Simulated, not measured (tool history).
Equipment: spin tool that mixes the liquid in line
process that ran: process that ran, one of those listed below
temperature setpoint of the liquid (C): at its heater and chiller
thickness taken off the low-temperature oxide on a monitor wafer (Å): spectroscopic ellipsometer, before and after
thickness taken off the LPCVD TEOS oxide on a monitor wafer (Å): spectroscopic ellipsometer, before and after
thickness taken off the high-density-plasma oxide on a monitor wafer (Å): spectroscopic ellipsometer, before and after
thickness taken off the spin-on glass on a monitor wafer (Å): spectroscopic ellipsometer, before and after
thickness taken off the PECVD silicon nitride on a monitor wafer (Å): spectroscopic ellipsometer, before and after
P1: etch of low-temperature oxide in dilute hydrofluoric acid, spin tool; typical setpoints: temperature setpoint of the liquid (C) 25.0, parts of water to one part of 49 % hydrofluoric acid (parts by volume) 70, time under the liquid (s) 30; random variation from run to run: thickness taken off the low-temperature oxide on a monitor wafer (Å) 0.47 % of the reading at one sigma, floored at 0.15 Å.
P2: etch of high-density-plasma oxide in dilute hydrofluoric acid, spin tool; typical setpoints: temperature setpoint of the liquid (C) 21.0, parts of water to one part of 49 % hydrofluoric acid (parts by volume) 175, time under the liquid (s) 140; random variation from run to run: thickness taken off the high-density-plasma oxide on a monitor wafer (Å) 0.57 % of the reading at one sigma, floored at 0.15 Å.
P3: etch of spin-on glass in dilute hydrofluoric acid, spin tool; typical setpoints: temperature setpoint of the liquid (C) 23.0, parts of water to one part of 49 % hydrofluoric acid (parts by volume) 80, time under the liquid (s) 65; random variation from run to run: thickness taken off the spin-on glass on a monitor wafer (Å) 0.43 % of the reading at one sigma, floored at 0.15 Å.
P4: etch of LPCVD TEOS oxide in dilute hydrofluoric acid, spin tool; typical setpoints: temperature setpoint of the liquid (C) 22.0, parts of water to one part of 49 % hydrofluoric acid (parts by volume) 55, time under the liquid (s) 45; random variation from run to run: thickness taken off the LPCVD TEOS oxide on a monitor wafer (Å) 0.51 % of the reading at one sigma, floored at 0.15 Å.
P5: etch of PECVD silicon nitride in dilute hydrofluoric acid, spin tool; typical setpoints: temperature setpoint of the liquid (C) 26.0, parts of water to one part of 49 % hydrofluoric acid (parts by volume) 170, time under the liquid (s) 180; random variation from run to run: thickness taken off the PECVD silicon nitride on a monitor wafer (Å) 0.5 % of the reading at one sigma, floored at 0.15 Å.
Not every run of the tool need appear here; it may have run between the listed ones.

run     day  process that ran  temperature setpoint of the liquid (C)  parts of water to one part of 49 % hydrofluoric acid (parts by volume)  time under the liquid (s)  thickness taken off the low-temperature oxide on a monitor wafer (Å)  thickness taken off the LPCVD TEOS oxide on a monitor wafer (Å)  thickness taken off the high-density-plasma oxide on a monitor wafer (Å)  thickness taken off the spin-on glass on a monitor wafer (Å)  thickness taken off the PECVD silicon nitride on a monitor wafer (Å)
  1   0.271                P1                                    25.0                                                                      70                         30                                                               110.710
  2   0.583                P1                                    25.0                                                                      70                         60                                                               222.030
  3   0.908                P4                                    22.0                                                                      55                         45                                                                                                                                133.580
  4   1.321                P2                                    29.0                                                                     175                        140                                                                                                                                                                                                          61.7670
  5   1.754                P4                                    17.0                                                                      55                         45                                                                                                                                108.100
  6   2.112                P1                                    25.0                                                                     110                         15                                                                33.641
      2.254  -- hydrofluoric acid flow meter replaced
  7   2.388                P3                                    23.0                                                                      80                         65                                                                                                                                                                                                                                                                         287.37
  8   2.821                P2                                    21.0                                                                     175                        140                                                                                                                                                                                                          45.6710
  9   3.254                P3                                    23.0                                                                     140                         65                                                                                                                                                                                                                                                                         152.15
 10   3.642                P2                                    21.0                                                                     175                         30                                                                                                                                                                                                           9.6788
 11   4.096                P1                                    29.0                                                                      70                         30                                                               129.650
 12   4.571                P1                                    18.0                                                                      70                         30                                                                83.522
 13   4.979                P1                                    25.0                                                                     100                         30                                                                75.274
 14   5.262                P3                                    29.5                                                                      80                         65                                                                                                                                                                                                                                                                         368.35
 15   5.512                P1                                    25.0                                                                      70                         30                                                               112.150
 16   5.879                P1                                    25.0                                                                      45                         30                                                               178.790
 17   6.338                P1                                    25.0                                                                     110                         15                                                                33.779
 18   6.800                P4                                    22.0                                                                     100                         45                                                                                                                                 68.818
 19   7.150                P1                                    25.0                                                                      70                         15                                                                55.486
 20   7.492                P5                                    26.0                                                                     170                        345                                                                                                                                                                                                                                                                                                                                               81.052
 21   7.842                P1                                    25.0                                                                      70                         30                                                               110.340
 22   8.250                P5                                    26.0                                                                      55                        180                                                                                                                                                                                                                                                                                                                                              130.100
 23   8.521                P4                                    22.0                                                                      55                         75                                                                                                                                220.600
 24   9.012                P2                                    21.0                                                                     175                        140                                                                                                                                                                                                          45.5540
 25   9.242                P5                                    26.0                                                                     170                        180                                                                                                                                                                                                                                                                                                                                               42.258
 26   9.492                P1                                    25.0                                                                      70                         30                                                               111.620
 27   9.825                P3                                    23.0                                                                      80                         65                                                                                                                                                                                                                                                                         284.66
 28  10.100                P2                                    21.0                                                                      40                        140                                                                                                                                                                                                         234.3400
 29  10.512                P5                                    26.0                                                                     170                        180                                                                                                                                                                                                                                                                                                                                               42.325
 30  10.988                P5                                    19.5                                                                     170                        180                                                                                                                                                                                                                                                                                                                                               27.737
 31  11.325                P3                                    23.0                                                                      80                         25                                                                                                                                                                                                                                                                         109.32
 32  11.712                P1                                    25.0                                                                      70                         30                                                               111.830
 33  12.121                P1                                    25.0                                                                      70                         30                                                               113.420
 34  12.625                P1                                    25.0                                                                      70                         30                                                               117.450
 35  12.904                P1                                    25.0                                                                      70                         30                                                               117.740
 36  13.188                P1                                    25.0                                                                      70                         30                                                               119.180
 37  13.646                P1                                    25.0                                                                      70                         30                                                               119.230
 38  13.954                P1                                    25.0                                                                      70                         30                                                               119.300

Expected results for the next run?
 39  14.321                P1                                    25.0                                                                      70                         30                                                                     ?

Run 39 yielded thickness taken off the low-temperature oxide on a monitor wafer (Å) 120.430.
